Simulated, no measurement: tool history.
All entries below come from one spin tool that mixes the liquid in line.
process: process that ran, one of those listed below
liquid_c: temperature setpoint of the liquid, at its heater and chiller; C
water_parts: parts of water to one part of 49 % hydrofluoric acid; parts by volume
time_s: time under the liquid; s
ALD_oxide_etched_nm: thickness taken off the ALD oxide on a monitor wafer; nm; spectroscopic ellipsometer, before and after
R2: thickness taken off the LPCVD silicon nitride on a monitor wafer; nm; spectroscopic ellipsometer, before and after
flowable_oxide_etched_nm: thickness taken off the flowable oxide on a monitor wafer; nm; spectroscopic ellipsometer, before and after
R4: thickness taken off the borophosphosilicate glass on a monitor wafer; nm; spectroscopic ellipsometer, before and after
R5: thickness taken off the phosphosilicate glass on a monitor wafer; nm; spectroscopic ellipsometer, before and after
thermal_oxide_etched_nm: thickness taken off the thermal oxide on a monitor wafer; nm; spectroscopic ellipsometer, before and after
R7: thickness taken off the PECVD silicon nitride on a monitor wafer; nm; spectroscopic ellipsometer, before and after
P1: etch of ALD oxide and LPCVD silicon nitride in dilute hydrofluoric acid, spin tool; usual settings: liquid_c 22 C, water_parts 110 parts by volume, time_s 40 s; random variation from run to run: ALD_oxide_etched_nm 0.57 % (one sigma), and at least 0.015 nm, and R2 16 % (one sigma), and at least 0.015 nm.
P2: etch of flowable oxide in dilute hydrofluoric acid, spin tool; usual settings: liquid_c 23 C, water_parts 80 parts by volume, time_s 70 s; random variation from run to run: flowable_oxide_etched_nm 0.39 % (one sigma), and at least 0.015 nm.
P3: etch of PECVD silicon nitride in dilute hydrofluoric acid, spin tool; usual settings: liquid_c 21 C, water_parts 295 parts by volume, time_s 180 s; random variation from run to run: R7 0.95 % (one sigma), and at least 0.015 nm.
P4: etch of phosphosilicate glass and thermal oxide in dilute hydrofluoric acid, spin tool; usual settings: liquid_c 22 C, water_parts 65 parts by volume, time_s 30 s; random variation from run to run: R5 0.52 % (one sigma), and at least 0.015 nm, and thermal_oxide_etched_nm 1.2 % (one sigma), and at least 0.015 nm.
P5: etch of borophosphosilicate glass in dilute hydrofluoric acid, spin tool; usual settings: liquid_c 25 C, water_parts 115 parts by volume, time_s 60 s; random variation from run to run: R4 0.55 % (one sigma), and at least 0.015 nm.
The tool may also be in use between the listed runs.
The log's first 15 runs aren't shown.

run 16 hour=222.9 | process=P3 liquid_c=21 water_parts=295 time_s=270 | R7=4.2243
run 17 hour=231 | process=P3 liquid_c=21 water_parts=185 time_s=180 | R7=4.5244
run 18 hour=243.4 | process=P2 liquid_c=23 water_parts=80 time_s=70 | flowable_oxide_etched_nm=33.053
run 19 hour=256 | process=P1 liquid_c=26 water_parts=65 time_s=40 | ALD_oxide_etched_nm=14.666 R2=0.39696
run 20 hour=267.1 | process=P1 liquid_c=22 water_parts=110 time_s=40 | ALD_oxide_etched_nm=7.0068 R2=0.13577
run 21 hour=276.8 | process=P2 liquid_c=23 water_parts=80 time_s=70 | flowable_oxide_etched_nm=32.901
run 22 hour=285.5 | process=P1 liquid_c=22 water_parts=110 time_s=40 | ALD_oxide_etched_nm=7.0134 R2=0.11007
run 23 hour=301.1 | process=P5 liquid_c=25 water_parts=115 time_s=60 | R4=20.939
run 24 hour=314.9 | process=P2 liquid_c=23 water_parts=140 time_s=70 | flowable_oxide_etched_nm=17.503
run 25 hour=333.4 | process=P4 liquid_c=22 water_parts=65 time_s=30 | R5=27.449 thermal_oxide_etched_nm=2.1339
run 26 hour=343.3 | process=P1 liquid_c=22 water_parts=110 time_s=40 | ALD_oxide_etched_nm=7.0047 R2=0.18811
run 27 hour=358.8 | process=P1 liquid_c=22 water_parts=110 time_s=15 | ALD_oxide_etched_nm=2.6028 R2=0.039415
run 28 hour=371.5 | process=P5 liquid_c=25 water_parts=35 time_s=60 | R4=76.13
run 29 hour=380.3 | process=P4 liquid_c=29 water_parts=65 time_s=30 | R5=36.244 thermal_oxide_etched_nm=2.9081
run 30 hour=394.1 | process=P4 liquid_c=22 water_parts=65 time_s=15 | R5=13.71 thermal_oxide_etched_nm=1.1471
run 31 hour=404.9 | process=P5 liquid_c=20.5 water_parts=115 time_s=60 | R4=17.361

Run 32 is up next; what results do you expect?
run 32 hour=420.8 | process=P1 liquid_c=22 water_parts=170 time_s=40 | ALD_oxide_etched_nm=? R2=?

{"run 32": {"ALD_oxide_etched_nm": 4.2517, "R2": 0.086133}}
